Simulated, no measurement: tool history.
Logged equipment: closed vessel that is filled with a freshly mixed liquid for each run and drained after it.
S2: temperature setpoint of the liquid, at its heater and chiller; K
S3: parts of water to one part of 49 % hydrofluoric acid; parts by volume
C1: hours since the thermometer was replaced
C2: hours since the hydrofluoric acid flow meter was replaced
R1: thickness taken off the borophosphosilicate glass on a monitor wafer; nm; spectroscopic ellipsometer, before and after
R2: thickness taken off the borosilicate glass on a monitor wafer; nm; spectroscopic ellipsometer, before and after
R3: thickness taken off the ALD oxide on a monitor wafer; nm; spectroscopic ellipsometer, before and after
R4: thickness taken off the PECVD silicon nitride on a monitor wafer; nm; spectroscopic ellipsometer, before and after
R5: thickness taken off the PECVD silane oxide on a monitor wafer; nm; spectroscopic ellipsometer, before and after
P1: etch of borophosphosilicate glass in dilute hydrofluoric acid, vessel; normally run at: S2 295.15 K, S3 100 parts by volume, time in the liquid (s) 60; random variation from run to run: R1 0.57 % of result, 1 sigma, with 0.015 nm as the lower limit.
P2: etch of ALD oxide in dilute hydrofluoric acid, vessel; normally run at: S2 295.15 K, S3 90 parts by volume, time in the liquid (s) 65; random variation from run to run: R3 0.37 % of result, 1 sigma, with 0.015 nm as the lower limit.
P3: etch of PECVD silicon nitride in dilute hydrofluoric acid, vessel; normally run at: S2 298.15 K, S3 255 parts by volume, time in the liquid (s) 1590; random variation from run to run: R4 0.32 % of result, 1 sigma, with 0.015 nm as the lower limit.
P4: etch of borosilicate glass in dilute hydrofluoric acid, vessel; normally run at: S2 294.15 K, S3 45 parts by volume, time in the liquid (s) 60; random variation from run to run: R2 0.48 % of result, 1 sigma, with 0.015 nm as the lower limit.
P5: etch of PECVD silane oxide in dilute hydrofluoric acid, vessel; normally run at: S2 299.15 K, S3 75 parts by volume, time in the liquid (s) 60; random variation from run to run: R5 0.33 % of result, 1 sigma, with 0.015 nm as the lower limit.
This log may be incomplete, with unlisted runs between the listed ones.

Run 1, day 0.329: process that ran P1, S2 295.15 K, S3 100 parts by volume, time in the liquid (s) 60; C1 913.3; C2 269.4. Result: R1 48.068 nm.
Run 2, day 0.683: process that ran P4, S2 294.15 K, S3 75 parts by volume, time in the liquid (s) 60; C1 921.8; C2 277.9. Result: R2 15.543 nm.
Run 3, day 1.046: process that ran P2, S2 295.15 K, S3 90 parts by volume, time in the liquid (s) 65; C1 930.5; C2 286.6. Result: R3 14.711 nm.
Run 4, day 1.325: process that ran P3, S2 298.15 K, S3 65 parts by volume, time in the liquid (s) 1590; C1 937.2; C2 293.3. Result: R4 101.77 nm.
Run 5, day 1.517: process that ran P3, S2 298.15 K, S3 255 parts by volume, time in the liquid (s) 1590; C1 941.8; C2 297.9. Result: R4 26.21 nm.
Run 6, day 1.692: process that ran P2, S2 295.15 K, S3 90 parts by volume, time in the liquid (s) 65; C1 946; C2 302.1. Result: R3 14.714 nm.
Run 7, day 1.917: process that ran P1, S2 295.15 K, S3 100 parts by volume, time in the liquid (s) 60; C1 951.4; C2 307.5. Result: R1 47.594 nm.
At day 2.008: thermometer replaced.
Run 8, day 2.167: process that ran P4, S2 294.15 K, S3 45 parts by volume, time in the liquid (s) 60; C1 3.8; C2 313.5. Result: R2 27.15 nm.
Run 9, day 2.392: process that ran P1, S2 295.15 K, S3 165 parts by volume, time in the liquid (s) 95; C1 9.2; C2 318.9. Result: R1 43.182 nm.
Run 10, day 2.75: process that ran P4, S2 302.15 K, S3 45 parts by volume, time in the liquid (s) 60; C1 17.8; C2 327.5. Result: R2 37.777 nm.
Run 11, day 2.988: process that ran P5, S2 299.15 K, S3 75 parts by volume, time in the liquid (s) 60; C1 23.5; C2 333.2. Result: R5 28.688 nm.
Run 12, day 3.171: process that ran P1, S2 295.15 K, S3 100 parts by volume, time in the liquid (s) 60; C1 27.9; C2 337.6. Result: R1 47.779 nm.
Run 13, day 3.396: process that ran P3, S2 290.65 K, S3 255 parts by volume, time in the liquid (s) 1590; C1 33.3; C2 343. Result: R4 16.165 nm.
Run 14, day 3.567: process that ran P5, S2 299.15 K, S3 75 parts by volume, time in the liquid (s) 60; C1 37.4; C2 347.1. Result: R5 28.333 nm.
Run 15, day 3.758: process that ran P4, S2 294.15 K, S3 45 parts by volume, time in the liquid (s) 60; C1 42; C2 351.7. Result: R2 27.062 nm.
Run 16, day 3.992: process that ran P2, S2 295.15 K, S3 90 parts by volume, time in the liquid (s) 95; C1 47.6; C2 357.3. Result: R3 21.395 nm.
Run 17, day 4.2: process that ran P5, S2 299.15 K, S3 130 parts by volume, time in the liquid (s) 60; C1 52.6; C2 362.3. Result: R5 15.384 nm.
Run 18, day 4.475: process that ran P5, S2 299.15 K, S3 75 parts by volume, time in the liquid (s) 95; C1 59.2; C2 368.9. Result: R5 45.296 nm.
Run 19, day 4.771: process that ran P1, S2 295.15 K, S3 100 parts by volume, time in the liquid (s) 115; C1 66.3; C2 376. Result: R1 91.92 nm.
Run 20, day 5.05: process that ran P1, S2 302.15 K, S3 100 parts by volume, time in the liquid (s) 60; C1 73; C2 382.7. Result: R1 62.928 nm.
Run 21, day 5.408: process that ran P3, S2 298.15 K, S3 255 parts by volume, time in the liquid (s) 525; C1 81.6; C2 391.3. Result: R4 8.6368 nm.
Run 22, day 5.738: process that ran P1, S2 295.15 K, S3 180 parts by volume, time in the liquid (s) 60; C1 89.5; C2 399.2. Result: R1 24.384 nm.
Run 23, day 6.104: process that ran P1, S2 295.15 K, S3 55 parts by volume, time in the liquid (s) 60; C1 98.3; C2 408. Result: R1 92.644 nm.
Run 24, day 6.388: process that ran P2, S2 303.15 K, S3 90 parts by volume, time in the liquid (s) 65; C1 105.1; C2 414.8. Result: R3 20.106 nm.
Run 25, day 6.692: process that ran P1, S2 290.15 K, S3 100 parts by volume, time in the liquid (s) 60; C1 112.4; C2 422.1. Result: R1 38.979 nm.
Run 26, day 6.95: process that ran P2, S2 295.15 K, S3 25 parts by volume, time in the liquid (s) 65; C1 118.6; C2 428.3. Result: R3 57.365 nm.
Run 27, day 7.192: process that ran P5, S2 307.15 K, S3 75 parts by volume, time in the liquid (s) 60; C1 124.4; C2 434.1. Result: R5 38.657 nm.
Run 28, day 7.362: process that ran P3, S2 298.15 K, S3 255 parts by volume, time in the liquid (s) 1590; C1 128.5; C2 438.2. Result: R4 26.138 nm.
Run 29, day 7.679: process that ran P1, S2 290.15 K, S3 100 parts by volume, time in the liquid (s) 90; C1 136.1; C2 445.8. Result: R1 58.28 nm.
Run 30, day 8.025: process that ran P1, S2 301.15 K, S3 65 parts by volume, time in the liquid (s) 60; C1 144.4; C2 454.1. Result: R1 97.288 nm.
Run 31, day 8.296: process that ran P1, S2 295.15 K, S3 100 parts by volume, time in the liquid (s) 30; C1 150.9; C2 460.6. Result: R1 24.164 nm.
Run 32, day 8.604: process that ran P4, S2 294.15 K, S3 45 parts by volume, time in the liquid (s) 30; C1 158.3; C2 468. Result: R2 13.661 nm.
Run 33, day 8.862: process that ran P1, S2 295.15 K, S3 100 parts by volume, time in the liquid (s) 60; C1 164.5; C2 474.2. Result: R1 48.008 nm.
Run 34, day 9.217: process that ran P1, S2 295.15 K, S3 100 parts by volume, time in the liquid (s) 60; C1 173; C2 482.7. Result: R1 47.084 nm.
Run 35, day 9.483: process that ran P1, S2 295.15 K, S3 100 parts by volume, time in the liquid (s) 60; C1 179.4; C2 489.1. Result: R1 49.739 nm.
Run 36, day 9.642: process that ran P1, S2 295.15 K, S3 100 parts by volume, time in the liquid (s) 60; C1 183.2; C2 492.9. Result: R1 50.56 nm.
Run 37, day 9.838: process that ran P1, S2 295.15 K, S3 100 parts by volume, time in the liquid (s) 60; C1 187.9; C2 497.6. Result: R1 50.75 nm.
Run 38, day 10.138: process that ran P1, S2 295.15 K, S3 100 parts by volume, time in the liquid (s) 60; C1 195.1; C2 504.8. Result: R1 51.588 nm.
Run 39, day 10.312: process that ran P1, S2 295.15 K, S3 100 parts by volume, time in the liquid (s) 60; C1 199.3; C2 509. Result: R1 51.743 nm.
Run 40, day 10.533: process that ran P1, S2 295.15 K, S3 100 parts by volume, time in the liquid (s) 60; C1 204.6; C2 514.3. Result: R1 52.029 nm.
Run 41, day 10.767: process that ran P1, S2 295.15 K, S3 100 parts by volume, time in the liquid (s) 60; C1 210.2; C2 519.9. Result: R1 52.02 nm.
Run 42, day 10.967: process that ran P1, S2 295.15 K, S3 100 parts by volume, time in the liquid (s) 60; C1 215; C2 524.7. Result: R1 52.418 nm.
Run 43, day 11.258: process that ran P1, S2 295.15 K, S3 100 parts by volume, time in the liquid (s) 60; C1 222; C2 531.7. Result: R1 52.172 nm.
Run 44, day 11.467: process that ran P1, S2 295.15 K, S3 100 parts by volume, time in the liquid (s) 60; C1 227; C2 536.7. Result: R1 52.481 nm.

Compared with where it was, what P1 gives has crept away. Each cause listed below fits the log as well as the rest, at the size given for it:
A: hydrofluoric acid flow above the setpoint (%) = 8.55
B: liquid hotter than its thermometer reads (K) = 2.29
Onset of the creep was near day 9.217.

The check runs listed below each take one wafer, and their results are still question marks. Under which run would the listed causes lead to clearly different results?
Run check 1, day 11.675: process that ran P4, S2 302.15 K, S3 45 parts by volume, time in the liquid (s) 60. Result: R2 ?.
Run check 2, day 11.675: process that ran P3, S2 294.15 K, S3 255 parts by volume, time in the liquid (s) 1590. Result: R4 ?.
Run check 3, day 11.675: process that ran P5, S2 307.15 K, S3 75 parts by volume, time in the liquid (s) 60. Result: R5 ?.
Run check 4, day 11.675: process that ran P2, S2 300.15 K, S3 55 parts by volume, time in the liquid (s) 65. Result: R3 ?.

Expected result of each check under each candidate cause:
  check  result    if A    if B
check 1      R2  41.112  41.231
check 2      R4  22.043  23.513
check 3      R5  42.518  42.189
check 4      R3  33.614  33.702
Per check, the gap between the least separated pair of causes, taken in the result that splits them most: check 1 0.29 %; check 2 6.46 %; check 3 0.78 %; check 4 0.26 %
Of the check runs offered, only check 2 discriminates between the causes; the rest would read about the same regardless of which cause applies.

Here is what check 2 returned: R4 23.451 nm. Which cause is it?

Of the candidate causes, it is B: liquid hotter than its thermometer reads (K).
